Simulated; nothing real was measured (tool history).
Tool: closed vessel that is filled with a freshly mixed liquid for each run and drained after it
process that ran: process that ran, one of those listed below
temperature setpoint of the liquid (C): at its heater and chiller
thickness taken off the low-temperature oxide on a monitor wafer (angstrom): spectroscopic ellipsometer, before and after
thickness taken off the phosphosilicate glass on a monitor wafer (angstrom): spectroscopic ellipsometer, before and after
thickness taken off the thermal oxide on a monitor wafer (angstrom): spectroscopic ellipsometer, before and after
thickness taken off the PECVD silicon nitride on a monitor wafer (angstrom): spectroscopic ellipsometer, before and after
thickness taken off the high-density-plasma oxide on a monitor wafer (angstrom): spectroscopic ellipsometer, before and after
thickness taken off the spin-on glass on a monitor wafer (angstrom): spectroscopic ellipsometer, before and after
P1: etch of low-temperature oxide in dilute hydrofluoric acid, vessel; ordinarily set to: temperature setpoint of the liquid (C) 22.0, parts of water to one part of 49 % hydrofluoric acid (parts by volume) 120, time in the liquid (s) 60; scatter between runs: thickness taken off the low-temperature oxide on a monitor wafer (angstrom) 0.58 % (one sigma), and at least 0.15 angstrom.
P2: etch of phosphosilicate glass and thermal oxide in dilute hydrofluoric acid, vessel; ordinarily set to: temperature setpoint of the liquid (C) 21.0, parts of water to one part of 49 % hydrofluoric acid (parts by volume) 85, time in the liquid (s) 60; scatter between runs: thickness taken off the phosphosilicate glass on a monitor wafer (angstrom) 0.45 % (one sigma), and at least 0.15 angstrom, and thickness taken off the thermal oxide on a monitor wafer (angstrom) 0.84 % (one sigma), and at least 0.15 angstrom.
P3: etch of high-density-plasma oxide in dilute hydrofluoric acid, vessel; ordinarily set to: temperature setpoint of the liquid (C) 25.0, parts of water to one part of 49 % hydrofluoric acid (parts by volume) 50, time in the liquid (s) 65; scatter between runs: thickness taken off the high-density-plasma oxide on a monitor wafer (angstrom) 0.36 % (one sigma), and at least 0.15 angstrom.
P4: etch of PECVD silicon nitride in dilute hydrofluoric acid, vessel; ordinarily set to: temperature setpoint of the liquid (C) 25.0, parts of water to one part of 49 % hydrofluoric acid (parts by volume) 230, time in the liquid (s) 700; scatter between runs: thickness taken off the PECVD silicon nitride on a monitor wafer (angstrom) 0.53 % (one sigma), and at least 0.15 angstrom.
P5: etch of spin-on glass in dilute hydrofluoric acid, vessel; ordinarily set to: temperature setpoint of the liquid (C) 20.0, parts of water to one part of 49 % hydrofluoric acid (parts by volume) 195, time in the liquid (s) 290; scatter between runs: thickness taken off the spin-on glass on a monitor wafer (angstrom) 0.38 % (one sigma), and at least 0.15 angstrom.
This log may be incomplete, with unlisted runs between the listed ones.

run	hour	process that ran	temperature setpoint of the liquid (C)	parts of water to one part of 49 % hydrofluoric acid (parts by volume)	time in the liquid (s)	thickness taken off the low-temperature oxide on a monitor wafer (angstrom)	thickness taken off the phosphosilicate glass on a monitor wafer (angstrom)	thickness taken off the thermal oxide on a monitor wafer (angstrom)	thickness taken off the PECVD silicon nitride on a monitor wafer (angstrom)	thickness taken off the high-density-plasma oxide on a monitor wafer (angstrom)	thickness taken off the spin-on glass on a monitor wafer (angstrom)
1	5.2	P1	22.0	120	60	65.999					
2	9.3	P1	22.0	120	60	65.784					
3	12.0	P1	22.0	120	30	32.890					
4	15.5	P1	22.0	55	60	156.790					
5	19.4	P2	21.0	85	60		655.96	29.704			
6	24.8	P1	17.0	120	60	54.505					
7	28.3	P4	21.0	230	700				82.3330		
8	33.4	P3	25.0	50	65					85.406	
9	38.7	P1	22.0	120	95	105.510					
10	42.1	P3	25.0	50	125					164.350	
11	45.0	P4	25.0	395	700				60.7090		
12	50.9	P2	17.0	85	60		552.69	24.666			
13	56.3	P1	22.0	220	60	32.247					
14	60.6	P3	25.0	50	65					86.092	
15	64.1	P5	20.0	195	510						620.07
16	67.2	P1	27.0	120	60	79.559					
# hour 70.8: thermometer replaced
17	72.4	P5	20.0	110	290						684.30
18	78.5	P3	17.0	50	65					61.281	
19	83.8	P4	25.0	230	700				105.0700		
20	89.3	P2	21.0	85	30		327.40	14.875			
21	94.7	P2	21.0	35	60		1692.30	75.987			
22	99.0	P1	22.0	120	60	67.043					
23	103.0	P3	25.0	20	65					224.800	
24	106.3	P1	22.0	120	60	66.193					
25	111.3	P2	21.0	85	60		655.71	29.770			
26	114.3	P5	25.0	195	290						426.93
27	117.1	P1	29.5	195	60	50.081					
28	120.0	P4	25.0	230	35				5.4314		
29	124.5	P5	20.0	195	290						351.59
30	129.2	P5	20.0	195	290						349.42
31	133.6	P1	22.0	120	60	66.095					
32	139.8	P1	22.0	120	60	68.752					
33	144.4	P1	22.0	120	60	68.941					
34	149.8	P1	22.0	120	60	68.742					
35	155.5	P1	22.0	120	60	69.902					
36	161.6	P1	22.0	120	60	70.138					
37	166.9	P1	22.0	120	60	70.587					
38	172.9	P1	22.0	120	60	70.542					
39	176.6	P1	22.0	120	60	70.407					
40	180.7	P1	22.0	120	60	70.092					
41	185.0	P1	22.0	120	60	70.130					
42	188.6	P1	22.0	120	60	69.695					

The output of P1 has drifted from where it used to be. Each of the 2 causes below, taken at the size shown beside it, accounts for the log equally well:
A: liquid hotter than its thermometer reads (K) = 1.6
B: hydrofluoric acid flow above the setpoint (%) = 5.71
Creep in the process output first set in at about hour 133.6.

The check runs listed below each take one wafer, and their results are still question marks. Under which run would the listed causes lead to clearly different results?
check 1	192.2	P5	20.0	195	290						?
check 2	192.2	P2	21.0	85	60		?	?			
check 3	192.2	P3	25.0	50	65					?	
check 4	192.2	P4	25.0	230	700				?		

If the cause were each of the candidates in turn, the checks would give the following:
check	result	if A	if B
check 1	thickness taken off the spin-on glass on a monitor wafer (angstrom)	373.82	375.52
check 2	thickness taken off the phosphosilicate glass on a monitor wafer (angstrom)	700.34	697.24
check 2	thickness taken off the thermal oxide on a monitor wafer (angstrom)	31.618	31.478
check 3	thickness taken off the high-density-plasma oxide on a monitor wafer (angstrom)	91.716	91.192
check 4	thickness taken off the PECVD silicon nitride on a monitor wafer (angstrom)	115.7000	110.8200
Separation of the two closest causes in each check, using whichever result separates them best: check 1 0.45 %; check 2 0.44 %; check 3 0.57 %; check 4 4.31 %
Check 4 tells the causes apart: in the others they would give nearly the same result.

Check 4 has now been run. It gave: thickness taken off the PECVD silicon nitride on a monitor wafer (angstrom) 116.9100. Which of the candidate causes is it?

The correct cause is A, namely: liquid hotter than its thermometer reads (K).
